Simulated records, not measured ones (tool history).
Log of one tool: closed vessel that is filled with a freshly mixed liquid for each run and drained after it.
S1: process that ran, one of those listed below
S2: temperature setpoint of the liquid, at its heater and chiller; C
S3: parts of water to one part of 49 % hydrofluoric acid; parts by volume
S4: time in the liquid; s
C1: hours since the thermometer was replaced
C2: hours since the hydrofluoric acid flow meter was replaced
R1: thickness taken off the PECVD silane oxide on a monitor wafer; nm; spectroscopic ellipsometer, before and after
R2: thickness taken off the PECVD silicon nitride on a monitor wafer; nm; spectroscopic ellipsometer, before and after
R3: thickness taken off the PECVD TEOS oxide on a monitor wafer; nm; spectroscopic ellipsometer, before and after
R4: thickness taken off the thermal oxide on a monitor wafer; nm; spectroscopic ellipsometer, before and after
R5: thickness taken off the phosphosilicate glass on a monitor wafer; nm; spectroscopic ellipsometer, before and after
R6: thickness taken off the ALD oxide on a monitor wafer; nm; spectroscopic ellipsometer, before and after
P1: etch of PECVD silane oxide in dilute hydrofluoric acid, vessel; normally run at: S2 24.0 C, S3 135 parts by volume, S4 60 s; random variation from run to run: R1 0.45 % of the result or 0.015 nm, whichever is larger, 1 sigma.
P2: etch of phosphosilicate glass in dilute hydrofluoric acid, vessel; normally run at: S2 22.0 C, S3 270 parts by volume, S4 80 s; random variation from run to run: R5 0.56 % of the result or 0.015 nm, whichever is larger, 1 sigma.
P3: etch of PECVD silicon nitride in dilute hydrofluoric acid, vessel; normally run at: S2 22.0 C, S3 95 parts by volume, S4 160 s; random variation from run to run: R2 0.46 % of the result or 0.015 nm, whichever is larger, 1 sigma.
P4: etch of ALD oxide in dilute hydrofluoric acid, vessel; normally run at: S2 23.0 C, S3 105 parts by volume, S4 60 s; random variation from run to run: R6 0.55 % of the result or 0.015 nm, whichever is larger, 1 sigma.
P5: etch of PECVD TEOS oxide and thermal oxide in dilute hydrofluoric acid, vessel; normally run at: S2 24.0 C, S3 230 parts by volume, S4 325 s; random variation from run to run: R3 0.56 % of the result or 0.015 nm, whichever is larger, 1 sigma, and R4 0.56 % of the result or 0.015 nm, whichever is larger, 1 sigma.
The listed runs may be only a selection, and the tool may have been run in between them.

run 1 hour=5.0 | S1=P1 S2=24.0 S3=135 S4=60 | C1=1804.9 C2=409.1 | R1=19.1770
run 2 hour=11.1 | S1=P1 S2=24.0 S3=135 S4=60 | C1=1811.0 C2=415.2 | R1=19.3870
run 3 hour=18.1 | S1=P1 S2=24.0 S3=135 S4=30 | C1=1818.0 C2=422.2 | R1=9.7058
run 4 hour=22.3 | S1=P1 S2=24.0 S3=70 S4=60 | C1=1822.2 C2=426.4 | R1=40.3760
run 5 hour=28.1 | S1=P1 S2=24.0 S3=135 S4=60 | C1=1828.0 C2=432.2 | R1=19.1470
run 6 hour=32.2 | S1=P3 S2=22.0 S3=55 S4=160 | C1=1832.1 C2=436.3 | R2=9.3637
run 7 hour=36.5 | S1=P5 S2=24.0 S3=230 S4=55 | C1=1836.4 C2=440.6 | R3=3.9034 R4=0.9829
run 8 hour=40.7 | S1=P3 S2=22.0 S3=95 S4=160 | C1=1840.6 C2=444.8 | R2=5.4408
run 9 hour=48.7 | S1=P3 S2=29.5 S3=95 S4=160 | C1=1848.6 C2=452.8 | R2=8.8944
run 10 hour=57.0 | S1=P2 S2=22.0 S3=270 S4=80 | C1=1856.9 C2=461.1 | R5=21.055
run 11 hour=64.1 | S1=P5 S2=17.0 S3=230 S4=325 | C1=1864.0 C2=468.2 | R3=17.6180 R4=4.4814
run 12 hour=68.3 | S1=P1 S2=24.0 S3=135 S4=60 | C1=1868.2 C2=472.4 | R1=19.1620
run 13 hour=73.6 | S1=P1 S2=24.0 S3=225 S4=60 | C1=1873.5 C2=477.7 | R1=10.4620
run 14 hour=79.7 | S1=P1 S2=24.0 S3=135 S4=105 | C1=1879.6 C2=483.8 | R1=33.6340
run 15 hour=85.0 | S1=P4 S2=31.0 S3=105 S4=60 | C1=1884.9 C2=489.1 | R6=15.4750
run 16 hour=93.2 | S1=P4 S2=23.0 S3=20 S4=60 | C1=1893.1 C2=497.3 | R6=65.2740
-- hour=94.5 hydrofluoric acid flow meter replaced
run 17 hour=99.8 | S1=P5 S2=24.0 S3=230 S4=325 | C1=1899.7 C2=5.3 | R3=22.9870 R4=5.8936
run 18 hour=103.8 | S1=P5 S2=24.0 S3=410 S4=325 | C1=1903.7 C2=9.3 | R3=10.7890 R4=2.7698
run 19 hour=110.0 | S1=P4 S2=23.0 S3=105 S4=60 | C1=1909.9 C2=15.5 | R6=11.3330
run 20 hour=118.3 | S1=P5 S2=24.0 S3=230 S4=325 | C1=1918.2 C2=23.8 | R3=22.9860 R4=5.8097
run 21 hour=122.0 | S1=P1 S2=31.0 S3=135 S4=60 | C1=1921.9 C2=27.5 | R1=25.1080
run 22 hour=127.0 | S1=P1 S2=20.5 S3=135 S4=100 | C1=1926.9 C2=32.5 | R1=27.9780
run 23 hour=130.8 | S1=P1 S2=24.0 S3=65 S4=115 | C1=1930.7 C2=36.3 | R1=82.8410
run 24 hour=139.2 | S1=P2 S2=22.0 S3=270 S4=80 | C1=1939.1 C2=44.7 | R5=21.076
run 25 hour=147.3 | S1=P2 S2=22.0 S3=475 S4=80 | C1=1947.2 C2=52.8 | R5=9.921
run 26 hour=153.2 | S1=P4 S2=23.0 S3=105 S4=60 | C1=1953.1 C2=58.7 | R6=11.3380
run 27 hour=158.4 | S1=P2 S2=17.0 S3=270 S4=80 | C1=1958.3 C2=63.9 | R5=17.412
run 28 hour=164.5 | S1=P4 S2=23.0 S3=105 S4=30 | C1=1964.4 C2=70.0 | R6=5.6232
run 29 hour=171.8 | S1=P1 S2=19.0 S3=230 S4=60 | C1=1971.7 C2=77.3 | R1=8.4394
run 30 hour=175.9 | S1=P3 S2=22.0 S3=95 S4=320 | C1=1975.8 C2=81.4 | R2=10.8170
run 31 hour=182.6 | S1=P1 S2=24.0 S3=135 S4=60 | C1=1982.5 C2=88.1 | R1=19.2360
run 32 hour=190.5 | S1=P1 S2=17.5 S3=135 S4=60 | C1=1990.4 C2=96.0 | R1=14.9390
run 33 hour=196.8 | S1=P2 S2=22.0 S3=270 S4=30 | C1=1996.7 C2=102.3 | R5=7.836
run 34 hour=202.1 | S1=P1 S2=24.0 S3=135 S4=60 | C1=2002.0 C2=107.6 | R1=19.2840
run 35 hour=209.2 | S1=P1 S2=24.0 S3=135 S4=60 | C1=2009.1 C2=114.7 | R1=18.7420
run 36 hour=214.1 | S1=P1 S2=24.0 S3=135 S4=60 | C1=2014.0 C2=119.6 | R1=18.2750
run 37 hour=220.2 | S1=P1 S2=24.0 S3=135 S4=60 | C1=2020.1 C2=125.7 | R1=18.1860
run 38 hour=226.8 | S1=P1 S2=24.0 S3=135 S4=60 | C1=2026.7 C2=132.3 | R1=18.0140
run 39 hour=231.2 | S1=P1 S2=24.0 S3=135 S4=60 | C1=2031.1 C2=136.7 | R1=17.9530
run 40 hour=236.1 | S1=P1 S2=24.0 S3=135 S4=60 | C1=2036.0 C2=141.6 | R1=17.9290
run 41 hour=242.7 | S1=P1 S2=24.0 S3=135 S4=60 | C1=2042.6 C2=148.2 | R1=17.8810
run 42 hour=250.8 | S1=P1 S2=24.0 S3=135 S4=60 | C1=2050.7 C2=156.3 | R1=17.9400
run 43 hour=256.2 | S1=P1 S2=24.0 S3=135 S4=60 | C1=2056.1 C2=161.7 | R1=18.0300

Compared with where it was, what P1 gives has crept away. Each cause listed below fits the log as well as the rest, at the size given for it:
A: hydrofluoric acid flow below the setpoint (%) = 6.23
B: liquid colder than its thermometer reads (K) = 1.92
Onset of the creep was near hour 202.1.

4 check runs are offered, one wafer each, their results left as question marks. Which one tells the causes apart?
run check 1 hour=261.6 | S1=P2 S2=17.0 S3=270 S4=40 | R5=?
run check 2 hour=261.6 | S1=P4 S2=29.5 S3=30 S4=60 | R6=?
run check 3 hour=261.6 | S1=P3 S2=25.0 S3=95 S4=290 | R2=?
run check 4 hour=261.6 | S1=P5 S2=18.5 S3=230 S4=120 | R3=? R4=?

Check results expected under each cause:
check=check_1 result=R5 if_A=8.0290 if_B=8.0685
check=check_2 result=R6 if_A=52.9520 if_B=52.4070
check=check_3 result=R2 if_A=11.3130 if_B=10.6210
check=check_4 result=R3 if_A=6.3768 if_B=6.3982
check=check_4 result=R4 if_A=1.6261 if_B=1.6316
How far apart the two closest causes lie, in the result that separates them most: check 1 0.49 %; check 2 1.04 %; check 3 6.31 %; check 4 0.34 %
Check 3 is the one run that separates the causes; every other check would come out nearly the same whichever cause is at work.

Check 3 has now been run. It gave: R2 11.3100 nm. Which of the candidate causes is it?

The cause is A: hydrofluoric acid flow below the setpoint (%).
